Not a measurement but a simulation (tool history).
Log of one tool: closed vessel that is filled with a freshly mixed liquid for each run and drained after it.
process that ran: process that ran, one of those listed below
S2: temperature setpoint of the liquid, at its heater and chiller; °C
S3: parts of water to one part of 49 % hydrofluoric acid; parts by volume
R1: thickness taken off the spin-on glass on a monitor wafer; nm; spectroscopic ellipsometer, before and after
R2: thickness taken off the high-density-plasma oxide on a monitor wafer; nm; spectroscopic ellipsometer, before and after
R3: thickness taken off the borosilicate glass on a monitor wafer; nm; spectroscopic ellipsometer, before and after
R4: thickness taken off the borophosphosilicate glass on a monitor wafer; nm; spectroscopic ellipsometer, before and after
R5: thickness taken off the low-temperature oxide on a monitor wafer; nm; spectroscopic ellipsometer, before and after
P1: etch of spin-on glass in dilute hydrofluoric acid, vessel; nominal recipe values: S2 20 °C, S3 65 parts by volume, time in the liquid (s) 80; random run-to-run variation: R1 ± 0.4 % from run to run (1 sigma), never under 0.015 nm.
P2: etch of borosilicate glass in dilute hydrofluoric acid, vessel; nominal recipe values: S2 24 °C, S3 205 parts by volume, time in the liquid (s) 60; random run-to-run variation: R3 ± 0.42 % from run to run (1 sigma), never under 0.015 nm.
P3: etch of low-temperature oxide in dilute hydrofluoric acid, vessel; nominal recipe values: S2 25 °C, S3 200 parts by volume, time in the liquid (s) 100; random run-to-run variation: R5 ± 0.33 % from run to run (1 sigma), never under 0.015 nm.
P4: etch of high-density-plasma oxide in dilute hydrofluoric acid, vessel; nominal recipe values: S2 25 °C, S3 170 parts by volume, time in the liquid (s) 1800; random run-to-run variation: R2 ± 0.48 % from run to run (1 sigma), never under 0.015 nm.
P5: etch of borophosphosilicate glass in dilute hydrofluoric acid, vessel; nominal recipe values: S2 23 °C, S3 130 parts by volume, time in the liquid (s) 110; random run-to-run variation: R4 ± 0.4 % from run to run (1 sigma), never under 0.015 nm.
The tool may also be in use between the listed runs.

run 1 hour=9.3 | process_that_ran=P1 S2=20 S3=65 time_in_the_liquid_(s)=80 | R1=55.168
run 2 hour=19.7 | process_that_ran=P4 S2=31 S3=170 time_in_the_liquid_(s)=1800 | R2=63.079
run 3 hour=25.2 | process_that_ran=P2 S2=24 S3=205 time_in_the_liquid_(s)=60 | R3=7.2241
run 4 hour=34.1 | process_that_ran=P4 S2=25 S3=35 time_in_the_liquid_(s)=1800 | R2=291.94
run 5 hour=40.7 | process_that_ran=P4 S2=25 S3=170 time_in_the_liquid_(s)=3490 | R2=98.762
run 6 hour=48.4 | process_that_ran=P5 S2=23 S3=130 time_in_the_liquid_(s)=110 | R4=38.521
run 7 hour=58.2 | process_that_ran=P1 S2=20 S3=65 time_in_the_liquid_(s)=120 | R1=83.197
run 8 hour=64.5 | process_that_ran=P1 S2=20 S3=20 time_in_the_liquid_(s)=80 | R1=189.77
run 9 hour=75 | process_that_ran=P3 S2=25 S3=200 time_in_the_liquid_(s)=100 | R5=10.054
run 10 hour=82.1 | process_that_ran=P4 S2=25 S3=170 time_in_the_liquid_(s)=1800 | R2=51.032
run 11 hour=88 | process_that_ran=P1 S2=17 S3=65 time_in_the_liquid_(s)=80 | R1=48.491
run 12 hour=95.1 | process_that_ran=P2 S2=24 S3=205 time_in_the_liquid_(s)=30 | R3=3.5474
run 13 hour=100.8 | process_that_ran=P1 S2=20 S3=65 time_in_the_liquid_(s)=80 | R1=54.978
run 14 hour=109.3 | process_that_ran=P1 S2=20 S3=65 time_in_the_liquid_(s)=80 | R1=55.131
run 15 hour=114.9 | process_that_ran=P5 S2=18 S3=130 time_in_the_liquid_(s)=110 | R4=31.836
run 16 hour=122 | process_that_ran=P1 S2=20 S3=65 time_in_the_liquid_(s)=30 | R1=20.694
run 17 hour=132.6 | process_that_ran=P3 S2=25 S3=200 time_in_the_liquid_(s)=100 | R5=10.053
run 18 hour=141.5 | process_that_ran=P2 S2=24 S3=205 time_in_the_liquid_(s)=60 | R3=7.104
run 19 hour=147.1 | process_that_ran=P1 S2=20 S3=65 time_in_the_liquid_(s)=80 | R1=55.278
run 20 hour=151.8 | process_that_ran=P1 S2=20 S3=25 time_in_the_liquid_(s)=140 | R1=261.74
run 21 hour=162.2 | process_that_ran=P1 S2=20 S3=65 time_in_the_liquid_(s)=80 | R1=55.34
run 22 hour=169.2 | process_that_ran=P3 S2=18 S3=200 time_in_the_liquid_(s)=100 | R5=7.6635
run 23 hour=176 | process_that_ran=P2 S2=24 S3=55 time_in_the_liquid_(s)=60 | R3=31.791
run 24 hour=181.1 | process_that_ran=P1 S2=20 S3=65 time_in_the_liquid_(s)=80 | R1=54.792
run 25 hour=186.7 | process_that_ran=P1 S2=25.5 S3=20 time_in_the_liquid_(s)=80 | R1=238.91
run 26 hour=195.7 | process_that_ran=P5 S2=23 S3=130 time_in_the_liquid_(s)=110 | R4=38.519
run 27 hour=206 | process_that_ran=P3 S2=25 S3=200 time_in_the_liquid_(s)=180 | R5=18.032
run 28 hour=211 | process_that_ran=P1 S2=20 S3=65 time_in_the_liquid_(s)=80 | R1=55.298
run 29 hour=217.3 | process_that_ran=P1 S2=26.5 S3=65 time_in_the_liquid_(s)=80 | R1=71.725
run 30 hour=227.2 | process_that_ran=P2 S2=17 S3=205 time_in_the_liquid_(s)=60 | R3=5.4306
run 31 hour=236.3 | process_that_ran=P3 S2=25 S3=320 time_in_the_liquid_(s)=100 | R5=5.5396
run 32 hour=241.9 | process_that_ran=P1 S2=25 S3=65 time_in_the_liquid_(s)=45 | R1=38.281
run 33 hour=248.3 | process_that_ran=P1 S2=20 S3=105 time_in_the_liquid_(s)=80 | R1=32.647
run 34 hour=257.4 | process_that_ran=P5 S2=23 S3=130 time_in_the_liquid_(s)=210 | R4=73.647
run 35 hour=267.2 | process_that_ran=P5 S2=23 S3=30 time_in_the_liquid_(s)=110 | R4=187.93
run 36 hour=275.2 | process_that_ran=P1 S2=20 S3=65 time_in_the_liquid_(s)=80 | R1=55.348
run 37 hour=282.5 | process_that_ran=P1 S2=20 S3=65 time_in_the_liquid_(s)=80 | R1=53.369
run 38 hour=291.7 | process_that_ran=P1 S2=20 S3=65 time_in_the_liquid_(s)=80 | R1=52.833
run 39 hour=300.5 | process_that_ran=P1 S2=20 S3=65 time_in_the_liquid_(s)=80 | R1=51.502
run 40 hour=309.2 | process_that_ran=P1 S2=20 S3=65 time_in_the_liquid_(s)=80 | R1=51.172
run 41 hour=314.3 | process_that_ran=P1 S2=20 S3=65 time_in_the_liquid_(s)=80 | R1=50.532
run 42 hour=320.2 | process_that_ran=P1 S2=20 S3=65 time_in_the_liquid_(s)=80 | R1=50.625
run 43 hour=326.8 | process_that_ran=P1 S2=20 S3=65 time_in_the_liquid_(s)=80 | R1=50.427
run 44 hour=334.2 | process_that_ran=P1 S2=20 S3=65 time_in_the_liquid_(s)=80 | R1=50.556
run 45 hour=341.4 | process_that_ran=P1 S2=20 S3=65 time_in_the_liquid_(s)=80 | R1=50.218
run 46 hour=350.4 | process_that_ran=P1 S2=20 S3=65 time_in_the_liquid_(s)=80 | R1=50.318
run 47 hour=357.4 | process_that_ran=P1 S2=20 S3=65 time_in_the_liquid_(s)=80 | R1=50.144

Something has made what P1 gives creep away from where it was; the 2 causes below, each at its own stated size, fit the log equally well:
A: hydrofluoric acid flow below the setpoint (%) = 8.2
B: liquid colder than its thermometer reads (K) = 2.18
The process output started creeping at around hour 275.2.

Question marks stand in for the results of the 4 check runs listed below, each run on one wafer. Under which run would the listed causes show clearly different results?
run check 1 hour=364.4 | process_that_ran=P4 S2=25 S3=65 time_in_the_liquid_(s)=1800 | R2=?
run check 2 hour=364.4 | process_that_ran=P3 S2=25 S3=260 time_in_the_liquid_(s)=100 | R5=?
run check 3 hour=364.4 | process_that_ran=P5 S2=23 S3=35 time_in_the_liquid_(s)=110 | R4=?
run check 4 hour=364.4 | process_that_ran=P2 S2=17 S3=90 time_in_the_liquid_(s)=60 | R3=?

How each check would come out, cause by cause:
check=check_1 result=R2 if_A=138.45 if_B=139.08
check=check_2 result=R5 if_A=6.5017 if_B=6.7104
check=check_3 result=R4 if_A=147.77 if_B=147.39
check=check_4 result=R3 if_A=12.699 if_B=12.707
Per check, the gap between the least separated pair of causes, taken in the result that splits them most: check 1 0.46 %; check 2 3.16 %; check 3 0.25 %; check 4 0.06 %
Only in check 2 would the causes give clearly different results; in the remaining checks their results would be nearly the same.

With check 2 done, the readings were: R5 6.4793 nm. Identify which of the listed causes applies.

It was cause A: hydrofluoric acid flow below the setpoint (%).

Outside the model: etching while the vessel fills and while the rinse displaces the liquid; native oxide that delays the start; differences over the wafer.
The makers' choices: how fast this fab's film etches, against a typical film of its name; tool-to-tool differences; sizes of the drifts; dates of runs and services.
